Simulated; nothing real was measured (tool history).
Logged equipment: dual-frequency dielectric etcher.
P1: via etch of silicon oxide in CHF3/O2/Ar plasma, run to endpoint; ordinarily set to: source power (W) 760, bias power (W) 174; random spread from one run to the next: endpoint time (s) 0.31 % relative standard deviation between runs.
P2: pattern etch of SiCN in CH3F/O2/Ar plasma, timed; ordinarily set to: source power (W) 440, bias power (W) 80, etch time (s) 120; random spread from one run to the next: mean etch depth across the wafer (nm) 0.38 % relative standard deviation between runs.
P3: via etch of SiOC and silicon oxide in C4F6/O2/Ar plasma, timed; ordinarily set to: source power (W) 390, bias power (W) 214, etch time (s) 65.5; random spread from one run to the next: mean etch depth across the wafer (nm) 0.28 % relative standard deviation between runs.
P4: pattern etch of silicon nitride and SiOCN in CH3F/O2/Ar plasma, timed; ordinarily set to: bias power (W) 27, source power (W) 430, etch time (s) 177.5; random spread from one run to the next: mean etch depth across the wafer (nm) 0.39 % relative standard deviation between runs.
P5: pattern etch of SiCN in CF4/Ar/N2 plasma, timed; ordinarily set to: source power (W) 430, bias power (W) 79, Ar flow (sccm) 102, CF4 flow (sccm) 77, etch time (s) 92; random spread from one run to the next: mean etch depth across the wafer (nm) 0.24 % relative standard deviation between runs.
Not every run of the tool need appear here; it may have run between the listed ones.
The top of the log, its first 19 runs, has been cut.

run,day,process that ran,source power (W),bias power (W),etch time (s),Ar flow (sccm),CF4 flow (sccm),endpoint time (s),mean etch depth across the wafer (nm)
20,7.042,P5,430,79,92,102,52,,75.422
21,7.367,P4,430,27,177.5,,,,26.338
22,7.583,P5,430,79,92,62,77,,85.532
23,7.9,P4,430,27,131,,,,19.561
24,8.217,P3,390,214,65.5,,,,78.702
25,8.504,P1,760,234,,,,287,
26,8.804,P4,430,21,177.5,,,,23.748
27,9.117,P3,500,214,65.5,,,,85.664
28,9.412,P5,430,79,127,102,77,,110.09
29,9.638,P1,950,208,,,,273.94,
30,10.121,P1,760,174,,,,316.33,
31,10.371,P1,760,174,,,,317.59,
32,10.746,P1,760,174,,,,318.9,
33,11.058,P1,760,174,,,,320.72,
34,11.421,P1,760,174,,,,320.46,
35,11.875,P1,760,174,,,,321.32,

What will run 36 give?
# day 11.992: wet clean of the chamber
36,12.338,P1,760,174,,,,?,

{"run 36": {"endpoint time (s)": 320.47}}
